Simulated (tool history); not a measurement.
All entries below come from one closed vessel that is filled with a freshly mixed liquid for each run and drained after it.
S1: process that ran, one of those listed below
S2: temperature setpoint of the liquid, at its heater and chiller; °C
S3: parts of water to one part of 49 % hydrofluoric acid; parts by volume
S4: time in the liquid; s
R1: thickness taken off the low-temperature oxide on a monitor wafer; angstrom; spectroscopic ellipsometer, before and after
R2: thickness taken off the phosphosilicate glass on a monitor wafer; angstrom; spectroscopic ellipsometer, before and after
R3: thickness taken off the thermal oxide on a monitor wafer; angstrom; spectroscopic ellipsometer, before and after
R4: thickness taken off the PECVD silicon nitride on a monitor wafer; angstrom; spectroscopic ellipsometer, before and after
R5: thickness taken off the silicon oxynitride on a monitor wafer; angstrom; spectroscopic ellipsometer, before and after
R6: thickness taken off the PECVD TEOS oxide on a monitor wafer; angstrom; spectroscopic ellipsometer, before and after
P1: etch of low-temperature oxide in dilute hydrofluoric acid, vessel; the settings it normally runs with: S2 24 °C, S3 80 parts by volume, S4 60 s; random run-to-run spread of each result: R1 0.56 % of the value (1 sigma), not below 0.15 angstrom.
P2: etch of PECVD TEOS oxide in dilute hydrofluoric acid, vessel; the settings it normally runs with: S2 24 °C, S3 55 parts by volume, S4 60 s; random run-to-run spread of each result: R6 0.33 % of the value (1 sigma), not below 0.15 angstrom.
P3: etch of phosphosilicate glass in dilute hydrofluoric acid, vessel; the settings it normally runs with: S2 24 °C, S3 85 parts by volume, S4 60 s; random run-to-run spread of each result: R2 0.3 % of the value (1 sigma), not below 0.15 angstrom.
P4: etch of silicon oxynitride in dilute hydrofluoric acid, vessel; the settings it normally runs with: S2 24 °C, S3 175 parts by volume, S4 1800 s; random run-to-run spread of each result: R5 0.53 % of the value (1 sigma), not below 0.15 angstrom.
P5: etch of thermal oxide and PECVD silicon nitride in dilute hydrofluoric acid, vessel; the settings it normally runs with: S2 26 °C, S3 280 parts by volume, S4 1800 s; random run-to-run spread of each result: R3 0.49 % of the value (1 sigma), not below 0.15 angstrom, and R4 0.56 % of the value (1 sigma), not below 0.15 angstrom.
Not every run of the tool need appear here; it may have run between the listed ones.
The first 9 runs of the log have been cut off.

run   hour  S1    S2   S3    S4      R1      R2      R3      R4      R5      R6
 10  122.9  P1    24   80    60  173.22
 11  136.8  P1    24  115    60  115.65
 12  150.3  P1    31   80    60  230.33
 13    166  P1    24   80    60  174.61
 14    177  P2    18   55    60                                          148.37
 15  187.9  P4    24   35  1800                                  784.42
 16  201.7  P3    24   85    60          758.32
 17    217  P5    26  280  2735                  402.61  305.89
 18  229.1  P2    24   55    60                                          190.99
 19  241.3  P5  21.5  280  1800                  227.52  153.97
 20  251.2  P1    24   80    85  245.47
 21  265.1  P5    26  160  1800                  535.44   355.6
     268.5  -- hydrofluoric acid flow meter replaced
 22    277  P4  29.5  175  1800                                  177.43
 23  288.5  P1    24   80    30  86.668
 24  302.6  P1  19.5   80    60  144.62
 25    317  P3    24   85    30          380.49
 26  331.4  P3    24   85    60          761.52
 27  339.4  P2    24   55    30                                          95.211
 28  346.6  P1    17   80    30  65.095
 29  356.1  P2    24   25    60                                          438.19
 30  363.9  P4    24  175  1800                                  139.43
 31  373.1  P1    24   80    60  173.56
 32  381.2  P1    24   80    60  177.54
 33  389.2  P1    24   80    60  180.32
 34  404.8  P1    24   80    60  184.67

What does the tool deliver on the next run?
 35  419.1  P1  24  80  60   ?

Run 35 gave R1 184.08 angstrom.

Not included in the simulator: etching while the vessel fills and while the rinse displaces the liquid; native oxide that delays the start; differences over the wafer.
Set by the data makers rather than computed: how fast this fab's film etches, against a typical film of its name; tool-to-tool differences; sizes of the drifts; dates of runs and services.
